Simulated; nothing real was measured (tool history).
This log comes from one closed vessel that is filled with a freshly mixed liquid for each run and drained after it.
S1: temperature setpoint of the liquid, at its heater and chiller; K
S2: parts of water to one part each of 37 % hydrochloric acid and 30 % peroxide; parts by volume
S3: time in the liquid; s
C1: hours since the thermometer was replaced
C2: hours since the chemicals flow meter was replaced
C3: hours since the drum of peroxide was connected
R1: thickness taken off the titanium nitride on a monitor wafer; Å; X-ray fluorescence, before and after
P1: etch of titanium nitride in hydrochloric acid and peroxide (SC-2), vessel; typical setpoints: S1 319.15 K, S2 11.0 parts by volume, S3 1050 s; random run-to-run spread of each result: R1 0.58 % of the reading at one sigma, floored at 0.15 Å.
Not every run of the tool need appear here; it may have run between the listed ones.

run     day      S1    S2    S3     C1     C2      C3        R1
  1   0.396  319.15  11.0  1050  437.6  716.8   766.7   257.060
  2   0.996  308.15  11.0  1050  452.0  731.2   781.1   120.180
  3   1.712  329.65  11.0  2050  469.2  748.4   798.3  1011.700
  4   2.062  319.15  11.0  1875  477.6  756.8   806.7   458.800
  5   2.679  319.15  11.0   100  492.4  771.6   821.5    24.984
  6   3.108  319.15  11.0  1050  502.7  781.9   831.8   260.460
  7   3.733  319.15  11.0  1050  517.7  796.9   846.8   258.900
  8   4.242  319.15  11.0  1050  529.9  809.1   859.0   259.800
  9   4.867  335.65  11.0  1050  544.9  824.1   874.0   761.590
 10   5.579  319.15  16.5  1050  562.0  841.2   891.1   181.040
 11   6.067  319.15  11.0  1050  573.7  852.9   902.8   257.910
 12   6.708  319.15   4.0  1050  589.1  868.3   918.2   555.530
 13   7.388  319.15  11.0  1050  605.4  884.6   934.5   260.120
 14   8.092  319.15  11.0  1050  622.3  901.5   951.4   271.850
 15   8.717  319.15  11.0  1050  637.3  916.5   966.4   273.540
 16   9.192  319.15  11.0  1050  648.7  927.9   977.8   273.930
 17   9.808  319.15  11.0  1050  663.5  942.7   992.6   276.470
 18  10.292  319.15  11.0  1050  675.1  954.3  1004.2   278.020
 19  10.812  319.15  11.0  1050  687.6  966.8  1016.7   276.750

Estimate the outcome of run 20 from the log above:
 20  11.396  319.15  11.0  1050  701.6  980.8  1030.7   ?

R1: 278.820 Å

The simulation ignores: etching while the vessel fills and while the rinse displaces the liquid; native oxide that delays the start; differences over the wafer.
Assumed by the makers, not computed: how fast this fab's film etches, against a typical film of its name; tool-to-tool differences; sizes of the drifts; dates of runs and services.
